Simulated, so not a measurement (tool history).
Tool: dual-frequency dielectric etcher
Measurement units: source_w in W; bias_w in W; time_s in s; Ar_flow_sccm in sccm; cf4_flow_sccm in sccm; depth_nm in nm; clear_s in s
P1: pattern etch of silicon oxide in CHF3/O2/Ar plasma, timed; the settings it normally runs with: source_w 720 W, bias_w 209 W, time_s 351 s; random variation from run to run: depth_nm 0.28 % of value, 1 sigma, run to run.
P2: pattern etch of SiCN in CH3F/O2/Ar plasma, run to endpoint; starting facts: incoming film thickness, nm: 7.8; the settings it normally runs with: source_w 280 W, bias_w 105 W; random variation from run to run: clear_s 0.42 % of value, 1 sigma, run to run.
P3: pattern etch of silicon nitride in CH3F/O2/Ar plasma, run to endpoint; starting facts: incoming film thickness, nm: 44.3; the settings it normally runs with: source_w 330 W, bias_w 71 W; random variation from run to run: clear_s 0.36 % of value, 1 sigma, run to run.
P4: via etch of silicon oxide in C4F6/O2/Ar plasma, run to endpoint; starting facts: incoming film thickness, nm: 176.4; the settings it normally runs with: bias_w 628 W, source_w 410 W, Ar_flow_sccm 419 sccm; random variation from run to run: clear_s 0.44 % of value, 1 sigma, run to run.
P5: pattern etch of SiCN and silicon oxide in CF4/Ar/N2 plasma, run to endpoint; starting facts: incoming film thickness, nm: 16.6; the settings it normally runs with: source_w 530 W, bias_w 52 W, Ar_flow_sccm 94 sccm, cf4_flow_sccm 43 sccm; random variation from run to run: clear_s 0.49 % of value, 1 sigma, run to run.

Run 1, hour 14.3: process P1, source_w 720 W, bias_w 209 W, time_s 351 s. Result: depth_nm 800.2 nm.
Run 2, hour 21.6: process P5, source_w 430 W, bias_w 52 W, Ar_flow_sccm 94 sccm, cf4_flow_sccm 43 sccm. Result: clear_s 24.572 s.
Run 3, hour 29.9: process P1, source_w 720 W, bias_w 209 W, time_s 351 s. Result: depth_nm 802.38 nm.
Run 4, hour 44.1: process P1, source_w 720 W, bias_w 209 W, time_s 351 s. Result: depth_nm 801.38 nm.
Run 5, hour 51: process P3, source_w 450 W, bias_w 71 W. Result: clear_s 60.859 s.
At hour 61.5: bias power generator calibrated.
Run 6, hour 63.4: process P1, source_w 580 W, bias_w 209 W, time_s 351 s. Result: depth_nm 737.27 nm.
Run 7, hour 76.4: process P4, source_w 410 W, bias_w 628 W, Ar_flow_sccm 305 sccm. Result: clear_s 35.178 s.
Run 8, hour 90.4: process P3, source_w 330 W, bias_w 57 W. Result: clear_s 73.953 s.
Run 9, hour 97.7: process P1, source_w 720 W, bias_w 284 W, time_s 351 s. Result: depth_nm 895.5 nm.
Run 10, hour 105.6: process P4, source_w 410 W, bias_w 876 W, Ar_flow_sccm 419 sccm. Result: clear_s 32.086 s.
Run 11, hour 115.3: process P1, source_w 1000 W, bias_w 138 W, time_s 351 s. Result: depth_nm 795.9 nm.
Run 12, hour 130.9: process P1, source_w 480 W, bias_w 281 W, time_s 351 s. Result: depth_nm 766.65 nm.
Run 13, hour 146.2: process P2, source_w 280 W, bias_w 68 W. Result: clear_s 23.377 s.
Run 14, hour 153: process P5, source_w 530 W, bias_w 52 W, Ar_flow_sccm 94 sccm, cf4_flow_sccm 43 sccm. Result: clear_s 20.241 s.
Run 15, hour 167: process P1, source_w 720 W, bias_w 209 W, time_s 471 s. Result: depth_nm 1076.7 nm.
Run 16, hour 175.8: process P2, source_w 280 W, bias_w 105 W. Result: clear_s 20.037 s.
Run 17, hour 186.6: process P1, source_w 720 W, bias_w 168 W, time_s 351 s. Result: depth_nm 744.82 nm.
Run 18, hour 199.8: process P4, source_w 560 W, bias_w 628 W, Ar_flow_sccm 419 sccm. Result: clear_s 32.388 s.
Run 19, hour 214.2: process P4, source_w 410 W, bias_w 628 W, Ar_flow_sccm 419 sccm. Result: clear_s 36.48 s.
Run 20, hour 221.6: process P5, source_w 530 W, bias_w 31 W, Ar_flow_sccm 94 sccm, cf4_flow_sccm 43 sccm. Result: clear_s 23.944 s.
Run 21, hour 236.7: process P5, source_w 530 W, bias_w 52 W, Ar_flow_sccm 94 sccm, cf4_flow_sccm 29 sccm. Result: clear_s 21.995 s.
Run 22, hour 251.6: process P5, source_w 530 W, bias_w 52 W, Ar_flow_sccm 65 sccm, cf4_flow_sccm 43 sccm. Result: clear_s 18.918 s.
Run 23, hour 262.1: process P1, source_w 1010 W, bias_w 209 W, time_s 351 s. Result: depth_nm 916.49 nm.
Run 24, hour 272.7: process P2, source_w 210 W, bias_w 105 W. Result: clear_s 22.116 s.
Run 25, hour 283.6: process P1, source_w 720 W, bias_w 209 W, time_s 351 s. Result: depth_nm 800.66 nm.
Run 26, hour 298.5: process P3, source_w 330 W, bias_w 71 W. Result: clear_s 68.87 s.
Run 27, hour 307.6: process P1, source_w 720 W, bias_w 209 W, time_s 238 s. Result: depth_nm 542.63 nm.
Run 28, hour 318.1: process P1, source_w 720 W, bias_w 209 W, time_s 351 s. Result: depth_nm 801.33 nm.
Run 29, hour 331.5: process P1, source_w 720 W, bias_w 209 W, time_s 351 s. Result: depth_nm 795.98 nm.
Run 30, hour 339.4: process P1, source_w 720 W, bias_w 209 W, time_s 351 s. Result: depth_nm 797.37 nm.
Run 31, hour 350.9: process P1, source_w 720 W, bias_w 209 W, time_s 351 s. Result: depth_nm 793.79 nm.
Run 32, hour 363: process P1, source_w 720 W, bias_w 209 W, time_s 351 s. Result: depth_nm 793.2 nm.
At hour 372.6: wet clean of the chamber.
Run 33, hour 375.8: process P1, source_w 720 W, bias_w 209 W, time_s 351 s. Result: depth_nm 792.24 nm.
Run 34, hour 388.9: process P1, source_w 720 W, bias_w 209 W, time_s 351 s. Result: depth_nm 794.98 nm.
Run 35, hour 397.3: process P1, source_w 720 W, bias_w 209 W, time_s 351 s. Result: depth_nm 790.04 nm.
Run 36, hour 412.9: process P1, source_w 720 W, bias_w 209 W, time_s 351 s. Result: depth_nm 791.56 nm.
Run 37, hour 426.6: process P1, source_w 720 W, bias_w 209 W, time_s 351 s. Result: depth_nm 789.36 nm.

P1 no longer gives what it gave before; its output has crept away from where it was. The following 2 causes, each at its listed size, fit the log equally well:
A: bias power that arrives under what is set, % = 4.36
B: source power that arrives under what is set, % = 3.91
The gradual shift began around hour 318.1.
Each remaining cause and why it is not a fit:
chamber walls in a state that lowers the etch rate, %: serviced at hour 372.6, after the change had begun; the process did not return to its earlier output

The list below offers 4 check runs, each averaging the results of 3 wafers, and shows each result as a question mark. For which of them would the listed causes give clearly different results?
Run check 1, hour 440.3: process P3, source_w 380 W, bias_w 71 W. Result: clear_s ?.
Run check 2, hour 440.3: process P2, source_w 240 W, bias_w 105 W. Result: clear_s ?.
Run check 3, hour 440.3: process P5, source_w 530 W, bias_w 37 W, Ar_flow_sccm 94 sccm, cf4_flow_sccm 43 sccm. Result: clear_s ?.
Run check 4, hour 440.3: process P4, source_w 490 W, bias_w 736 W, Ar_flow_sccm 419 sccm. Result: clear_s ?.

Expected result of each check under each candidate cause:
  check   result    if A    if B
check 1  clear_s  65.969  65.963
check 2  clear_s  21.452  21.391
check 3  clear_s  22.904  23.417
check 4  clear_s  32.813   32.72
How far apart the two closest causes lie, in the result that separates them most: check 1 0.01 %; check 2 0.29 %; check 3 2.22 %; check 4 0.28 %
The causes can be told apart only by check 3. The other checks would give nearly the same results under each of them.

Here is what check 3 returned: clear_s 23.395 s. Which cause is it?

Of the candidate causes, it is B: source power that arrives under what is set, %.

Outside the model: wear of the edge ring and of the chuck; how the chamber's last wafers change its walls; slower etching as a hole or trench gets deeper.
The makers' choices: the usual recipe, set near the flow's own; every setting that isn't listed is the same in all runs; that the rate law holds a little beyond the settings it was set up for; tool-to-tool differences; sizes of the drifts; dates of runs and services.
